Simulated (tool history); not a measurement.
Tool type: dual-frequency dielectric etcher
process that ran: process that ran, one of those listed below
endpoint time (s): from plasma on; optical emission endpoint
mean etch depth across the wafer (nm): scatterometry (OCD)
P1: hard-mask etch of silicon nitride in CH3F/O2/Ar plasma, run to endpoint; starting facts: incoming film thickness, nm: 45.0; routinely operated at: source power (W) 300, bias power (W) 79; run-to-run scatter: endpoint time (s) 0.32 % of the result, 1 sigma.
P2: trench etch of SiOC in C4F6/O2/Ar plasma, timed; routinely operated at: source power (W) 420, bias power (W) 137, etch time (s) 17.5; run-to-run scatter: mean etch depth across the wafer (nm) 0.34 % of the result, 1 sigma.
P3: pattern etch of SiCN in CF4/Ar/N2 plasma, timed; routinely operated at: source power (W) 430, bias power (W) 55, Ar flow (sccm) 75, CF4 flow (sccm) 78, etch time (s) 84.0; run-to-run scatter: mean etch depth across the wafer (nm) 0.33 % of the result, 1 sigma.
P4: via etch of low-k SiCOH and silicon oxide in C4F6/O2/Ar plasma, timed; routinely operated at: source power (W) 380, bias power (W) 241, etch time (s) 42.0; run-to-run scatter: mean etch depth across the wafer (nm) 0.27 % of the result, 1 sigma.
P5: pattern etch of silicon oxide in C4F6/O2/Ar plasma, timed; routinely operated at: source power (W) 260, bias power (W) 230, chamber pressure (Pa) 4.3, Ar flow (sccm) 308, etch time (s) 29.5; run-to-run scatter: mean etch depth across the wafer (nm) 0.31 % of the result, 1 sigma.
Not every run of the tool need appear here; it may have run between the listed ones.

run	day	process that ran	source power (W)	bias power (W)	etch time (s)	Ar flow (sccm)	CF4 flow (sccm)	chamber pressure (Pa)	hours since the last wet clean	hours since the last source power generator calibration	hours since the last bias power generator calibration	endpoint time (s)	mean etch depth across the wafer (nm)
1	0.479	P1	300	79					139.7	1755.0	596.2	72.396	
2	0.867	P1	300	79					149.0	1764.3	605.5	72.837	
3	1.417	P2	420	102	17.5				162.2	1777.5	618.7		31.995
4	2.133	P4	380	241	42.0				179.4	1794.7	635.9		107.320
5	2.746	P3	430	55	84.0	75	78		194.1	1809.4	650.6		69.153
6	3.308	P2	420	137	17.5				207.6	1822.9	664.1		34.794
7	3.667	P1	300	79					216.2	1831.5	672.7	72.118	
8	4.296	P5	160	230	29.5	308		4.3	231.3	1846.6	687.8		71.461
9	4.633	P3	430	55	84.0	75	103		239.4	1854.7	695.9		71.407
10	5.004	P2	560	137	17.5				248.3	1863.6	704.8		39.193
11	5.358	P1	300	61					256.8	1872.1	713.3	78.617	
12	6.033	P3	430	39	84.0	75	78		273.0	1888.3	729.5		62.635
13	6.671	P3	430	55	84.0	101	78		288.3	1903.6	744.8		66.090
# day 6.746: wet clean of the chamber
14	7.217	P1	370	48					11.4	1916.7	757.9	78.810	
15	7.942	P3	280	55	84.0	75	78		28.8	1934.1	775.3		47.210
16	8.483	P1	300	94					41.8	1947.1	788.3	67.574	
17	9.075	P5	260	168	29.5	308		4.3	56.0	1961.3	802.5		77.530
18	9.588	P2	420	137	17.5				68.3	1973.6	814.8		34.797
19	9.950	P4	380	163	42.0				77.0	1982.3	823.5		94.854
20	10.275	P1	410	79					84.8	1990.1	831.3	64.319	
21	10.921	P3	430	55	84.0	75	78		100.3	2005.6	846.8		69.422
22	11.367	P1	300	79					111.0	2016.3	857.5	72.338	
23	12.042	P4	380	241	42.0				127.2	2032.5	873.7		106.850
24	12.479	P3	430	55	108.0	75	78		137.7	2043.0	884.2		88.996
25	13.038	P1	300	79					151.1	2056.4	897.6	72.263	
26	13.458	P1	230	79					161.2	2066.5	907.7	80.197	
27	14.171	P5	260	230	29.5	308		4.3	178.3	2083.6	924.8		85.637
28	14.746	P4	260	241	42.0				192.1	2097.4	938.6		92.893
29	15.071	P5	260	230	42.0	308		4.3	199.9	2105.2	946.4		122.560
30	15.746	P1	220	53					216.1	2121.4	962.6	93.674	
31	16.333	P4	380	241	25.0				230.2	2135.5	976.7		63.885
32	16.692	P5	260	230	29.5	308		5.5	238.8	2144.1	985.3		83.526
33	17.217	P1	300	79					251.4	2156.7	997.9	72.211	
34	17.542	P5	260	230	29.5	430		4.3	259.2	2164.5	1005.7		82.782
35	18.025	P2	420	137	10.0				270.8	2176.1	1017.3		19.959
36	18.583	P1	300	79					284.2	2189.5	1030.7	72.340	
37	19.279	P1	300	79					300.9	2206.2	1047.4	72.727	
38	19.817	P1	300	79					313.8	2219.1	1060.3	72.840	
39	20.425	P1	300	79					328.4	2233.7	1074.9	72.801	
40	20.846	P1	300	79					338.5	2243.8	1085.0	73.019	
41	21.179	P1	300	79					346.5	2251.8	1093.0	73.692	
42	21.662	P1	300	79					358.1	2263.4	1104.6	73.524	
43	22.017	P1	300	79					366.6	2271.9	1113.1	72.839	
44	22.346	P1	300	79					374.5	2279.8	1121.0	73.488	
# day 22.617: wet clean of the chamber
45	22.946	P1	300	79					8.0	2294.2	1135.4	73.275	
46	23.558	P1	300	79					22.7	2308.9	1150.1	73.329	
47	23.954	P1	300	79					32.2	2318.4	1159.6	73.272	
48	24.592	P1	300	79					47.5	2333.7	1174.9	73.207	

The log shows P1 creeping away from where it was. Any of the 2 causes listed here, at the size stated for it, fits the log just as well as the others:
A: source power that arrives under what is set, % = 4.15
B: bias power that arrives under what is set, % = 4.37
The onset of the drift is placed at about day 19.279.
Why every other cause is out:
chamber walls in a state that lowers the etch rate, %: work on it at day 22.617, done after the drift set in, did not restore what the process gave before

The check runs listed below each take one wafer, and their results are still question marks. Under which run would the listed causes lead to clearly different results?
check 1	25.229	P3	300	55	84.0	75	78						?
check 2	25.229	P2	550	137	17.5								?
check 3	25.229	P5	260	177	29.5	423		4.3					?
check 4	25.229	P4	290	173	42.0								?

What every check run would give for each of its results, assuming each possible cause in turn:
check	result	if A	if B
check 1	mean etch depth across the wafer (nm)	48.339	49.488
check 2	mean etch depth across the wafer (nm)	38.077	38.232
check 3	mean etch depth across the wafer (nm)	74.813	74.957
check 4	mean etch depth across the wafer (nm)	85.381	85.566
Gap, in per cent, between the two causes that each check separates least, read from the result that separates them most: check 1 2.35 %; check 2 0.41 %; check 3 0.19 %; check 4 0.22 %
Only check 1 tells the causes apart: in the others they would give nearly the same result.

Then check 1 was run and gave: mean etch depth across the wafer (nm) 48.252. Which cause is it?

It is A: source power that arrives under what is set, %.
